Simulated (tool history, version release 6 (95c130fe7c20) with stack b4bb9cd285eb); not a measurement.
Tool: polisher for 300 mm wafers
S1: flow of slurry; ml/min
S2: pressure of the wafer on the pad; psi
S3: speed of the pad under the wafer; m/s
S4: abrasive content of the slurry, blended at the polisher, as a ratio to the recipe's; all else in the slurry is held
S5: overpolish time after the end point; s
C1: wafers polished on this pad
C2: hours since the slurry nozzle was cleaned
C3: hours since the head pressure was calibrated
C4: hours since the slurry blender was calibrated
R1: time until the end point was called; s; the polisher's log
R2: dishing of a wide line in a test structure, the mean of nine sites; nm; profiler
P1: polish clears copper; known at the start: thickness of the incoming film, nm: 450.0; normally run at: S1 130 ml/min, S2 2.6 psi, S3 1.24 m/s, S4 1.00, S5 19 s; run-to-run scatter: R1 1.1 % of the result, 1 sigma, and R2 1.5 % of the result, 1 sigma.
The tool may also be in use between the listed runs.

Run 1, hour 10.1: S1 130 ml/min, S2 2.6 psi, S3 1.24 m/s, S4 1.00, S5 19 s; C1 564; C2 145.5; C3 418.6; C4 46.9. Result: R1 122.020 s, R2 43.562 nm.
Run 2, hour 21.1: S1 80 ml/min, S2 2.6 psi, S3 1.24 m/s, S4 1.00, S5 19 s; C1 657; C2 156.5; C3 429.6; C4 57.9. Result: R1 137.340 s, R2 39.952 nm.
Run 3, hour 33.9: S1 195 ml/min, S2 2.6 psi, S3 1.24 m/s, S4 1.00, S5 19 s; C1 765; C2 169.3; C3 442.4; C4 70.7. Result: R1 114.710 s, R2 45.678 nm.
Run 4, hour 48.6: S1 160 ml/min, S2 1.9 psi, S3 1.24 m/s, S4 1.00, S5 19 s; C1 889; C2 184.0; C3 457.1; C4 85.4. Result: R1 163.320 s, R2 35.099 nm.
Run 5, hour 57.1: S1 130 ml/min, S2 2.6 psi, S3 1.24 m/s, S4 1.45, S5 19 s; C1 961; C2 192.5; C3 465.6; C4 93.9. Result: R1 114.030 s, R2 45.676 nm.
Run 6, hour 65.0: S1 130 ml/min, S2 2.6 psi, S3 1.24 m/s, S4 1.00, S5 19 s; C1 1027; C2 200.4; C3 473.5; C4 101.8. Result: R1 120.450 s, R2 42.787 nm.
At hour 73.3: slurry nozzle cleaned.
Run 7, hour 79.0: S1 130 ml/min, S2 2.6 psi, S3 1.86 m/s, S4 1.00, S5 6 s; C1 1145; C2 5.7; C3 487.5; C4 115.8. Result: R1 82.419 s, R2 24.315 nm.
Run 8, hour 89.8: S1 130 ml/min, S2 2.6 psi, S3 1.24 m/s, S4 1.00, S5 28 s; C1 1236; C2 16.5; C3 498.3; C4 126.6. Result: R1 120.070 s, R2 57.275 nm.
Run 9, hour 97.8: S1 130 ml/min, S2 2.6 psi, S3 1.24 m/s, S4 1.00, S5 19 s; C1 1304; C2 24.5; C3 506.3; C4 134.6. Result: R1 123.700 s, R2 42.649 nm.
Run 10, hour 108.2: S1 130 ml/min, S2 2.6 psi, S3 1.24 m/s, S4 1.00, S5 19 s; C1 1392; C2 34.9; C3 516.7; C4 145.0. Result: R1 121.280 s, R2 43.263 nm.
Run 11, hour 122.9: S1 130 ml/min, S2 2.6 psi, S3 1.24 m/s, S4 1.00, S5 6 s; C1 1516; C2 49.6; C3 531.4; C4 159.7. Result: R1 122.520 s, R2 17.166 nm.
Run 12, hour 130.8: S1 130 ml/min, S2 3.6 psi, S3 1.24 m/s, S4 1.00, S5 19 s; C1 1582; C2 57.5; C3 539.3; C4 167.6. Result: R1 87.121 s, R2 56.388 nm.
Run 13, hour 145.3: S1 165 ml/min, S2 2.6 psi, S3 1.56 m/s, S4 1.00, S5 19 s; C1 1705; C2 72.0; C3 553.8; C4 182.1. Result: R1 93.694 s, R2 53.228 nm.
Run 14, hour 160.0: S1 130 ml/min, S2 1.4 psi, S3 1.24 m/s, S4 1.00, S5 19 s; C1 1829; C2 86.7; C3 568.5; C4 196.8. Result: R1 225.210 s, R2 26.174 nm.
Run 15, hour 167.2: S1 130 ml/min, S2 2.6 psi, S3 0.70 m/s, S4 1.00, S5 19 s; C1 1889; C2 93.9; C3 575.7; C4 204.0. Result: R1 213.460 s, R2 26.820 nm.
Run 16, hour 174.6: S1 130 ml/min, S2 2.6 psi, S3 1.24 m/s, S4 0.55, S5 19 s; C1 1952; C2 101.3; C3 583.1; C4 211.4. Result: R1 136.640 s, R2 39.423 nm.
Run 17, hour 188.2: S1 130 ml/min, S2 2.6 psi, S3 1.66 m/s, S4 1.00, S5 19 s; C1 2066; C2 114.9; C3 596.7; C4 225.0. Result: R1 93.152 s, R2 53.083 nm.
Run 18, hour 200.7: S1 130 ml/min, S2 2.6 psi, S3 1.24 m/s, S4 1.00, S5 19 s; C1 2172; C2 127.4; C3 609.2; C4 237.5. Result: R1 119.100 s, R2 42.981 nm.
Run 19, hour 208.7: S1 130 ml/min, S2 2.6 psi, S3 1.24 m/s, S4 1.00, S5 19 s; C1 2239; C2 135.4; C3 617.2; C4 245.5. Result: R1 124.900 s, R2 42.144 nm.
Run 20, hour 223.2: S1 130 ml/min, S2 2.6 psi, S3 1.24 m/s, S4 1.00, S5 19 s; C1 2362; C2 149.9; C3 631.7; C4 260.0. Result: R1 131.220 s, R2 41.457 nm.
At hour 231.2: head pressure recalibrated.
Run 21, hour 233.9: S1 130 ml/min, S2 2.6 psi, S3 1.24 m/s, S4 1.00, S5 19 s; C1 2452; C2 160.6; C3 2.7; C4 270.7. Result: R1 131.490 s, R2 41.472 nm.
Run 22, hour 248.6: S1 130 ml/min, S2 2.6 psi, S3 1.24 m/s, S4 1.00, S5 19 s; C1 2576; C2 175.3; C3 17.4; C4 285.4. Result: R1 134.480 s, R2 41.405 nm.
Run 23, hour 255.8: S1 130 ml/min, S2 2.6 psi, S3 1.24 m/s, S4 1.00, S5 19 s; C1 2637; C2 182.5; C3 24.6; C4 292.6. Result: R1 133.580 s, R2 41.114 nm.
At hour 259.0: slurry blender recalibrated.
Run 24, hour 267.5: S1 130 ml/min, S2 2.6 psi, S3 1.24 m/s, S4 1.00, S5 19 s; C1 2735; C2 194.2; C3 36.3; C4 8.5. Result: R1 136.950 s, R2 40.738 nm.
Run 25, hour 276.0: S1 130 ml/min, S2 2.6 psi, S3 1.24 m/s, S4 1.00, S5 19 s; C1 2807; C2 202.7; C3 44.8; C4 17.0. Result: R1 135.890 s, R2 40.446 nm.
Run 26, hour 285.1: S1 130 ml/min, S2 2.6 psi, S3 1.24 m/s, S4 1.00, S5 19 s; C1 2884; C2 211.8; C3 53.9; C4 26.1. Result: R1 135.320 s, R2 40.462 nm.

What P1 gives has crept away from where it was. These 2 causes fit the log equally well, each at the size given:
A: slurry flow missing at the pad, % = 36.3
B: removal rate lost through wear of the pad, % = 10.4
The creep began at about hour 200.7.
Why every other cause is out:
head's pressure below its setpoint, %: serviced at hour 231.2, which brought nothing back
abrasive missing from the slurry, %: serviced at hour 259.0, which brought nothing back

4 check runs are offered, each on 5 wafers whose results are averaged, their results left as question marks. Which one tells the causes apart?
Run check 1, hour 294.2: S1 130 ml/min, S2 2.6 psi, S3 1.64 m/s, S4 0.70, S5 19 s. Result: R1 ?, R2 ?.
Run check 2, hour 294.2: S1 90 ml/min, S2 2.6 psi, S3 1.24 m/s, S4 1.00, S5 19 s. Result: R1 ?, R2 ?.
Run check 3, hour 294.2: S1 130 ml/min, S2 1.6 psi, S3 1.24 m/s, S4 1.45, S5 19 s. Result: R1 ?, R2 ?.
Run check 4, hour 294.2: S1 130 ml/min, S2 1.8 psi, S3 1.24 m/s, S4 1.30, S5 19 s. Result: R1 ?, R2 ?.

What each check would give under each cause:
  check  result     if A     if B
check 1      R1  110.970  110.950
check 1      R2   46.753   46.759
check 2      R1  154.660  148.440
check 2      R2   36.672   37.844
check 3      R1  204.020  203.980
check 3      R2   28.752   28.756
check 4      R1  185.800  185.770
check 4      R2   31.175   31.179
How far apart the two closest causes lie, in the result that separates them most: check 1 0.02 %; check 2 4.11 %; check 3 0.02 %; check 4 0.02 %
Check 2 tells the causes apart: in the others they would give nearly the same result.

Check 2 was then run and gave: R1 147.630 s; R2 37.604 nm. Which cause is it?

It is B: removal rate lost through wear of the pad, %.
